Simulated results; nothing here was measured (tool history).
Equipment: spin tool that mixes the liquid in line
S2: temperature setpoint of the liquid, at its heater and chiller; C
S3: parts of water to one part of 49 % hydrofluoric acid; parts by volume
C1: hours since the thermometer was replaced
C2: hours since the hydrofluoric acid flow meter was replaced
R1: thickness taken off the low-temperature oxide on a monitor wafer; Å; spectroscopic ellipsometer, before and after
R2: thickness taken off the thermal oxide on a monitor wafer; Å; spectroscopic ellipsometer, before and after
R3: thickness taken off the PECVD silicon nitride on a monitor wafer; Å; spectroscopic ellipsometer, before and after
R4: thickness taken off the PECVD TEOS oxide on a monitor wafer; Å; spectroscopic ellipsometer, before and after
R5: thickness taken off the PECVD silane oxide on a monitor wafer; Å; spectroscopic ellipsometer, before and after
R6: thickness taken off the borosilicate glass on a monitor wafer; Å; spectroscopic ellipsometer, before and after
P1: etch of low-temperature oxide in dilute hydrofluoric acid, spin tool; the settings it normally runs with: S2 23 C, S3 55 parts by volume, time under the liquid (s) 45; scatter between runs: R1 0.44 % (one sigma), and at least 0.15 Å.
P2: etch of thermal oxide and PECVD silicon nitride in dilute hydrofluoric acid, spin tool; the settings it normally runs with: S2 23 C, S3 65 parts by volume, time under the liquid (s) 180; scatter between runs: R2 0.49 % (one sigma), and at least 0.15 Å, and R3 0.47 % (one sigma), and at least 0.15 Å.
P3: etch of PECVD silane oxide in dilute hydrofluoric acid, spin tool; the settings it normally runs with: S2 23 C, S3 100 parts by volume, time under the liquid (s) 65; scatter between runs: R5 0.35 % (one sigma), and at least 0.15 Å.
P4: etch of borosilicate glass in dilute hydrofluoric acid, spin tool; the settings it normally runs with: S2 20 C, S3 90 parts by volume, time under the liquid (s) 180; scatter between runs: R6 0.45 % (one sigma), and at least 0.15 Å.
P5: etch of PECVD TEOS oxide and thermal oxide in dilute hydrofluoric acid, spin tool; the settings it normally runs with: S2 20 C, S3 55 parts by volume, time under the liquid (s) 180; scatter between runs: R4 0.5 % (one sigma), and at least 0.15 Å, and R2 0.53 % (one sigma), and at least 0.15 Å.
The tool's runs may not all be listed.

{"run": 1, "day": 0.317, "process that ran": "P1", "S2": 23, "S3": 55, "time under the liquid (s)": 45, "C1": 1684.9, "C2": 1360.4, "R1": 88.479}
{"run": 2, "day": 0.504, "process that ran": "P1", "S2": 23, "S3": 100, "time under the liquid (s)": 45, "C1": 1689.4, "C2": 1364.9, "R1": 46.386}
{"run": 3, "day": 0.796, "process that ran": "P2", "S2": 23, "S3": 65, "time under the liquid (s)": 180, "C1": 1696.4, "C2": 1371.9, "R2": 134.67, "R3": 111.04}
{"run": 4, "day": 1.025, "process that ran": "P1", "S2": 23, "S3": 55, "time under the liquid (s)": 70, "C1": 1701.9, "C2": 1377.4, "R1": 137.28}
{"run": 5, "day": 1.342, "process that ran": "P5", "S2": 20, "S3": 55, "time under the liquid (s)": 340, "C1": 1709.5, "C2": 1385, "R2": 258.85, "R4": 926.09}
{"run": 6, "day": 1.654, "process that ran": "P1", "S2": 23, "S3": 55, "time under the liquid (s)": 45, "C1": 1717, "C2": 1392.5, "R1": 88.066}
{"run": 7, "day": 1.825, "process that ran": "P3", "S2": 23, "S3": 100, "time under the liquid (s)": 115, "C1": 1721.1, "C2": 1396.6, "R5": 201.22}
{"run": 8, "day": 2.092, "process that ran": "P1", "S2": 23, "S3": 55, "time under the liquid (s)": 15, "C1": 1727.5, "C2": 1403, "R1": 29.658}
{"run": 9, "day": 2.425, "process that ran": "P3", "S2": 23, "S3": 100, "time under the liquid (s)": 65, "C1": 1735.5, "C2": 1411, "R5": 114.25}
{"run": 10, "day": 2.758, "process that ran": "P3", "S2": 17, "S3": 100, "time under the liquid (s)": 65, "C1": 1743.5, "C2": 1419, "R5": 89.039}
{"run": 11, "day": 2.942, "process that ran": "P2", "S2": 23, "S3": 115, "time under the liquid (s)": 180, "C1": 1747.9, "C2": 1423.4, "R2": 71.287, "R3": 63.616}
{"run": 12, "day": 3.175, "process that ran": "P4", "S2": 20, "S3": 90, "time under the liquid (s)": 180, "C1": 1753.5, "C2": 1429, "R6": 397.07}
{"run": 13, "day": 3.488, "process that ran": "P1", "S2": 23, "S3": 55, "time under the liquid (s)": 45, "C1": 1761, "C2": 1436.5, "R1": 88.932}
{"run": 14, "day": 3.817, "process that ran": "P3", "S2": 23, "S3": 20, "time under the liquid (s)": 65, "C1": 1768.9, "C2": 1444.4, "R5": 637.92}
{"run": 15, "day": 4.038, "process that ran": "P1", "S2": 23, "S3": 55, "time under the liquid (s)": 45, "C1": 1774.2, "C2": 1449.7, "R1": 88.681}
{"run": 16, "day": 4.238, "process that ran": "P1", "S2": 30, "S3": 55, "time under the liquid (s)": 45, "C1": 1779, "C2": 1454.5, "R1": 116.34}
{"run": 17, "day": 4.479, "process that ran": "P4", "S2": 17, "S3": 90, "time under the liquid (s)": 180, "C1": 1784.8, "C2": 1460.3, "R6": 347.97}
{"run": 18, "day": 4.729, "process that ran": "P1", "S2": 23, "S3": 55, "time under the liquid (s)": 45, "C1": 1790.8, "C2": 1466.3, "R1": 89.27}
{"run": 19, "day": 4.971, "process that ran": "P5", "S2": 24.5, "S3": 55, "time under the liquid (s)": 180, "C1": 1796.6, "C2": 1472.1, "R2": 165.26, "R4": 588.31}
{"run": 20, "day": 5.254, "process that ran": "P5", "S2": 20, "S3": 20, "time under the liquid (s)": 180, "C1": 1803.4, "C2": 1478.9, "R2": 393.98, "R4": 1386.8}
{"run": 21, "day": 5.458, "process that ran": "P2", "S2": 23, "S3": 65, "time under the liquid (s)": 15, "C1": 1808.3, "C2": 1483.8, "R2": 11.029, "R3": 9.5821}
{"run": 22, "day": 5.771, "process that ran": "P1", "S2": 23, "S3": 55, "time under the liquid (s)": 45, "C1": 1815.8, "C2": 1491.3, "R1": 88.332}
{"run": 23, "day": 6.075, "process that ran": "P4", "S2": 20, "S3": 90, "time under the liquid (s)": 15, "C1": 1823.1, "C2": 1498.6, "R6": 32.874}
{"run": 24, "day": 6.3, "process that ran": "P3", "S2": 23, "S3": 100, "time under the liquid (s)": 65, "C1": 1828.5, "C2": 1504, "R5": 115.01}
{"run": 25, "day": 6.633, "process that ran": "P5", "S2": 20, "S3": 55, "time under the liquid (s)": 180, "C1": 1836.5, "C2": 1512, "R2": 138.26, "R4": 486.72}
{"run": 26, "day": 6.875, "process that ran": "P5", "S2": 20, "S3": 55, "time under the liquid (s)": 180, "C1": 1842.3, "C2": 1517.8, "R2": 137.37, "R4": 485.11}
{"run": 27, "day": 7.075, "process that ran": "P2", "S2": 17, "S3": 65, "time under the liquid (s)": 180, "C1": 1847.1, "C2": 1522.6, "R2": 105.49, "R3": 73.159}
{"run": 28, "day": 7.375, "process that ran": "P1", "S2": 17, "S3": 55, "time under the liquid (s)": 45, "C1": 1854.3, "C2": 1529.8, "R1": 68.955}
{"run": 29, "day": 7.558, "process that ran": "P4", "S2": 20, "S3": 90, "time under the liquid (s)": 180, "C1": 1858.7, "C2": 1534.2, "R6": 394.04}
{"run": 30, "day": 7.762, "process that ran": "P1", "S2": 23, "S3": 55, "time under the liquid (s)": 45, "C1": 1863.6, "C2": 1539.1, "R1": 88.447}
{"run": 31, "day": 8.029, "process that ran": "P1", "S2": 17, "S3": 35, "time under the liquid (s)": 45, "C1": 1870, "C2": 1545.5, "R1": 111.1}
{"run": 32, "day": 8.342, "process that ran": "P1", "S2": 23, "S3": 20, "time under the liquid (s)": 45, "C1": 1877.5, "C2": 1553, "R1": 259.15}
{"run": 33, "day": 8.6, "process that ran": "P4", "S2": 20, "S3": 45, "time under the liquid (s)": 180, "C1": 1883.7, "C2": 1559.2, "R6": 828.82}
{"run": 34, "day": 8.929, "process that ran": "P1", "S2": 23, "S3": 55, "time under the liquid (s)": 45, "C1": 1891.6, "C2": 1567.1, "R1": 89.4}
{"run": 35, "day": 9.104, "process that ran": "P1", "S2": 23, "S3": 55, "time under the liquid (s)": 45, "C1": 1895.8, "C2": 1571.3, "R1": 90.785}
{"run": 36, "day": 9.317, "process that ran": "P1", "S2": 23, "S3": 55, "time under the liquid (s)": 45, "C1": 1900.9, "C2": 1576.4, "R1": 92.88}
{"run": 37, "day": 9.496, "process that ran": "P1", "S2": 23, "S3": 55, "time under the liquid (s)": 45, "C1": 1905.2, "C2": 1580.7, "R1": 93.718}
{"run": 38, "day": 9.696, "process that ran": "P1", "S2": 23, "S3": 55, "time under the liquid (s)": 45, "C1": 1910, "C2": 1585.5, "R1": 93.745}
{"run": 39, "day": 10.008, "process that ran": "P1", "S2": 23, "S3": 55, "time under the liquid (s)": 45, "C1": 1917.5, "C2": 1593, "R1": 95.219}
{"run": 40, "day": 10.329, "process that ran": "P1", "S2": 23, "S3": 55, "time under the liquid (s)": 45, "C1": 1925.2, "C2": 1600.7, "R1": 95.708}
{"run": 41, "day": 10.546, "process that ran": "P1", "S2": 23, "S3": 55, "time under the liquid (s)": 45, "C1": 1930.4, "C2": 1605.9, "R1": 95.773}
{"run": 42, "day": 10.762, "process that ran": "P1", "S2": 23, "S3": 55, "time under the liquid (s)": 45, "C1": 1935.6, "C2": 1611.1, "R1": 96.425}
{"run": 43, "day": 10.946, "process that ran": "P1", "S2": 23, "S3": 55, "time under the liquid (s)": 45, "C1": 1940, "C2": 1615.5, "R1": 95.632}
{"run": 44, "day": 11.204, "process that ran": "P1", "S2": 23, "S3": 55, "time under the liquid (s)": 45, "C1": 1946.2, "C2": 1621.7, "R1": 96.382}
{"run": 45, "day": 11.408, "process that ran": "P1", "S2": 23, "S3": 55, "time under the liquid (s)": 45, "C1": 1951.1, "C2": 1626.6, "R1": 96.46}

P1 has crept away from where it was. The log is fitted equally well by each of these 2 causes, at the sizes shown:
A: hydrofluoric acid flow above the setpoint (%) = 7.41
B: liquid hotter than its thermometer reads (K) = 1.87
The onset of the drift is placed at about day 8.929.

The check runs listed below each take one wafer, and their results are still question marks. Under which run would the listed causes lead to clearly different results?
{"run": "check 1", "day": 11.612, "process that ran": "P4", "S2": 20, "S3": 50, "time under the liquid (s)": 15, "R6": "?"}
{"run": "check 2", "day": 11.612, "process that ran": "P3", "S2": 23, "S3": 40, "time under the liquid (s)": 100, "R5": "?"}
{"run": "check 3", "day": 11.612, "process that ran": "P5", "S2": 24, "S3": 25, "time under the liquid (s)": 180, "R2": "?", "R4": "?"}
{"run": "check 4", "day": 11.612, "process that ran": "P2", "S2": 19.5, "S3": 105, "time under the liquid (s)": 180, "R2": "?", "R3": "?"}

Expected result of each check under each candidate cause:
check=check_1 result=R6 if_A=66.736 if_B=66.95
check=check_2 result=R5 if_A=511.65 if_B=512.94
check=check_3 result=R2 if_A=400.9 if_B=402.69
check=check_3 result=R4 if_A=1420.9 if_B=1427.2
check=check_4 result=R2 if_A=74.687 if_B=74.452
check=check_4 result=R3 if_A=58.699 if_B=62.141
Minimum pairwise separation of causes per check, each pair taken at its best-separating result: check 1 0.32 %; check 2 0.25 %; check 3 0.45 %; check 4 5.7 %
The causes can be told apart only by check 4. The other checks would give nearly the same results under each of them.

Running check 4 produced the following: R2 74.432 Å; R3 58.948 Å. Which one of the listed causes fits?

A is the cause: hydrofluoric acid flow above the setpoint (%).
